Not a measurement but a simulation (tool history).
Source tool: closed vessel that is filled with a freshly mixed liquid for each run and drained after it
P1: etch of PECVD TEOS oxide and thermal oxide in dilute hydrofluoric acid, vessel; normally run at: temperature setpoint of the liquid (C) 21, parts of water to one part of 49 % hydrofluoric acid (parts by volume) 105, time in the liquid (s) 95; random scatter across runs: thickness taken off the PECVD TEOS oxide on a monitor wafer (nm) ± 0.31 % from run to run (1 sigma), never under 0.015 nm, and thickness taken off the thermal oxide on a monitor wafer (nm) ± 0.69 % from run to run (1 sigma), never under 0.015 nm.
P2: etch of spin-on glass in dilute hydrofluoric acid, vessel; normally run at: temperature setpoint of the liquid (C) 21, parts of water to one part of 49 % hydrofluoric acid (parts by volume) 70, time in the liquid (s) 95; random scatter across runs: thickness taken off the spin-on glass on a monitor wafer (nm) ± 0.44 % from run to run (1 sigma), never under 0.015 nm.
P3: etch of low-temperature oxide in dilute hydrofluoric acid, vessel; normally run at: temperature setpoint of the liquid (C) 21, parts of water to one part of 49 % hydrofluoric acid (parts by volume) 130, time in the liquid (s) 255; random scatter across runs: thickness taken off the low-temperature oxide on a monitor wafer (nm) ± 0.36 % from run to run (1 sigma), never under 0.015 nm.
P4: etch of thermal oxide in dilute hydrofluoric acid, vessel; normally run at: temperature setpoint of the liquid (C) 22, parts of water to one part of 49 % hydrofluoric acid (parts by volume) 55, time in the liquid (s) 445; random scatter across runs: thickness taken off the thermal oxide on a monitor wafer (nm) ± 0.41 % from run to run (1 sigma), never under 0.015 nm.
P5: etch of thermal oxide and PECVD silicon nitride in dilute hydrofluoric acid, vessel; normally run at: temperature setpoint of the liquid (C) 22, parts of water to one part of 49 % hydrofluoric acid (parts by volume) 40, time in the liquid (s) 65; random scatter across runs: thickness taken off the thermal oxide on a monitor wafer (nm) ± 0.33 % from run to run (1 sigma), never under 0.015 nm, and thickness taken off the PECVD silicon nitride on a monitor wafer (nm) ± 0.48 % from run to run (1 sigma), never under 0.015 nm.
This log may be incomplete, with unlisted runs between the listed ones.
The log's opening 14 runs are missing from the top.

run   hour  process that ran  temperature setpoint of the liquid (C)  parts of water to one part of 49 % hydrofluoric acid (parts by volume)  time in the liquid (s)  hours since the thermometer was replaced  hours since the hydrofluoric acid flow meter was replaced  thickness taken off the PECVD TEOS oxide on a monitor wafer (nm)  thickness taken off the thermal oxide on a monitor wafer (nm)  thickness taken off the spin-on glass on a monitor wafer (nm)  thickness taken off the low-temperature oxide on a monitor wafer (nm)  thickness taken off the PECVD silicon nitride on a monitor wafer (nm)
 15  124.2                P1                                      21                                                                     105                      95                                     837.8                                                       67.5                                                            9.1822                                                         3.9847
 16  134.1                P1                                      21                                                                     105                      95                                     847.7                                                       77.4                                                            9.2742                                                         4.0001
 17  142.8                P2                                      21                                                                      70                      95                                     856.4                                                       86.1                                                                                                                                                                                          56.518
 18  150.3                P3                                      21                                                                     130                     255                                     863.9                                                       93.6                                                                                                                                                                                                                                                                 26.806
 19  156.7                P3                                      21                                                                     130                     410                                     870.3                                                        100                                                                                                                                                                                                                                                                 42.975
 20  166.8                P1                                      26                                                                     105                      95                                     880.4                                                      110.1                                                            11.205                                                         4.7917
 21  177.7                P5                                      22                                                                      20                      65                                     891.3                                                        121                                                                                                                           15.335                                                                                                                                                                                                       10.503
 22  185.4                P5                                    27.5                                                                      40                      65                                       899                                                      128.7                                                                                                                           9.3978                                                                                                                                                                                                       7.8482
 23  191.6                P1                                      21                                                                     170                      95                                     905.2                                                      134.9                                                            5.3096                                                         2.2924
 24  200.1                P4                                      22                                                                      30                     445                                     913.7                                                      143.4                                                                                                                           71.113
 25  208.3                P4                                      22                                                                      55                     445                                     921.9                                                      151.6                                                                                                                           37.548
 26  218.7                P4                                      22                                                                      55                     140                                     932.3                                                        162                                                                                                                           11.827
 27  227.2                P1                                      21                                                                     105                      95                                     940.8                                                      170.5                                                            9.2425                                                         4.0237
 28  234.7                P1                                      17                                                                      30                      95                                     948.3                                                        178                                                            29.739                                                         12.848
 29  244.4                P4                                      18                                                                      55                     445                                       958                                                      187.7                                                                                                                           31.504
 30  250.6                P2                                      21                                                                      70                      95                                     964.2                                                      193.9                                                                                                                                                                                          56.772
 31  261.9                P4                                      22                                                                      55                     445                                     975.5                                                      205.2                                                                                                                           37.923
 32  270.7                P5                                      22                                                                      40                      65                                     984.3                                                        214                                                                                                                           7.4448                                                                                                                                                                                                         5.39
 33    278                P5                                      22                                                                      40                      30                                     991.6                                                      221.3                                                                                                                           3.4783                                                                                                                                                                                                        2.522
 34  289.5                P1                                      21                                                                     105                      95                                    1003.1                                                      232.8                                                            9.2161                                                         4.0191

Run 35, settings as shown, results not yet in. Your forecast:
 35  298.6                P1                                      21                                                                     105                      95                                    1012.2                                                      241.9                                                                 ?                                                              ?

Logged for run 35: thickness taken off the PECVD TEOS oxide on a monitor wafer (nm) 9.5078, thickness taken off the thermal oxide on a monitor wafer (nm) 4.1517.
